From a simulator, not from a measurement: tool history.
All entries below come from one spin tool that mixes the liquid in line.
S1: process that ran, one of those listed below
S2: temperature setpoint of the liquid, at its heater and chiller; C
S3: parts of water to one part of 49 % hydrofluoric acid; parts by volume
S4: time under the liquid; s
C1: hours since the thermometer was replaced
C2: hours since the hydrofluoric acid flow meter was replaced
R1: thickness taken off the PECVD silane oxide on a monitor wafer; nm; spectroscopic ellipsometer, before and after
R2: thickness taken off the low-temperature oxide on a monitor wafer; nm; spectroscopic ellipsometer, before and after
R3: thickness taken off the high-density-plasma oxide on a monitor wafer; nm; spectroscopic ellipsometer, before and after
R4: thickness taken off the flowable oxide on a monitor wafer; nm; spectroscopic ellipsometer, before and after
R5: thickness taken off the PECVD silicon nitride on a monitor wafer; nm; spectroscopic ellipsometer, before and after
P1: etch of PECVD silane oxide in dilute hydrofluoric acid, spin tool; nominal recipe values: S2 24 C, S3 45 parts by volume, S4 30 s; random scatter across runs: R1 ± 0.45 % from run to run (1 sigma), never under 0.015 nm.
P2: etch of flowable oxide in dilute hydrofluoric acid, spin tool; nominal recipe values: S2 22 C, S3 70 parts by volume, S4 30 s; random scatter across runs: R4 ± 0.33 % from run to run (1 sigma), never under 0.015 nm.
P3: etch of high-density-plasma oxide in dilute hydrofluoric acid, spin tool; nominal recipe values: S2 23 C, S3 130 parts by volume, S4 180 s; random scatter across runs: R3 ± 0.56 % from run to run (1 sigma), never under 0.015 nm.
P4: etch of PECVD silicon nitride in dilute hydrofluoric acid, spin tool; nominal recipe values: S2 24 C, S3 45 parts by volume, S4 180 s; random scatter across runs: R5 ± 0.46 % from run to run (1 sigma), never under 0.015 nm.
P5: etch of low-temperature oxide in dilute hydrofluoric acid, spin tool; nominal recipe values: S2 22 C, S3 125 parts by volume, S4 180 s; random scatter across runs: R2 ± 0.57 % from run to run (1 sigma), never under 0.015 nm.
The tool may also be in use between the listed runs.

run   hour  S1    S2   S3   S4      C1      C2      R1      R2      R3      R4      R5
  1   16.2  P1    24   45   30  1188.7  1137.5  16.378
  2   32.7  P1    24   45   55  1205.2    1154  30.033
  3   40.3  P5    22  125  275  1212.8  1161.6          21.372
  4   48.1  P3    23  185  180  1220.6  1169.4                  5.2962
  5   61.7  P2  30.5   70   30  1234.2    1183                          27.924
  6     70  P4    24   30  180  1242.5  1191.3                                  27.983
  7     78  P2    22  100   30  1250.5  1199.3                          13.357
  8     95  P1    24   45   30  1267.5  1216.3  16.424
  9  111.6  P3    23  130  180  1284.1  1232.9                   8.055
 10  120.6  P1    24   45   30  1293.1  1241.9  16.321
 11  128.5  P5    22  180  180    1301  1249.8          9.1326
 12    136  P1    24   45   15  1308.5  1257.3  8.1551
 13  144.4  P1    24   20   30  1316.9  1265.7  38.098
 14  158.1  P2    22   70   30  1330.6  1279.4                           19.73
 15    168  P1    24   60   30  1340.5  1289.3  12.027
 16  179.7  P4    24   45   60  1352.2    1301                                  6.2874
 17    190  P1    24   45   30  1362.5  1311.3  16.353
 18    199  P3    23  130  180  1371.5  1320.3                  8.0761
 19  209.2  P1    28   20   30  1381.7  1330.5  44.832
 20  220.1  P5    22  125  180  1392.6  1341.4          14.061
 21    232  P3    23  130  315  1404.5  1353.3                  14.098
 22  244.2  P2    22   70   15  1416.7  1365.5                          9.8989
 23    252  P3    28  130  180  1424.5  1373.3                  9.6944
 24  259.6  P1    17   45   30  1432.1  1380.9  12.191
 25  275.4  P1    24   45   30  1447.9  1396.7  16.286
 26  284.7  P4    17   45  180  1457.2    1406                                  11.694
 27  299.1  P5  28.5  125  180  1471.6  1420.4          17.992
 28  307.8  P1    28   45   30  1480.3  1429.1  19.152
 29  324.6  P2    22   70   30  1497.1  1445.9                          19.783
 30  335.6  P4    24   45  180  1508.1  1456.9                                  18.944
 31  345.8  P1    24   45   30  1518.3  1467.1   16.54
 32  357.6  P1    24   45   30  1530.1  1478.9  16.968
 33  371.5  P1    24   45   30    1544  1492.8  17.378
 34  383.8  P1    24   45   30  1556.3  1505.1  17.635

Estimate the outcome of run 35 from the log above:
 35  393.1  P1  24  45  30  1565.6  1514.4   ?

Run 35 produced R1 17.62 nm.
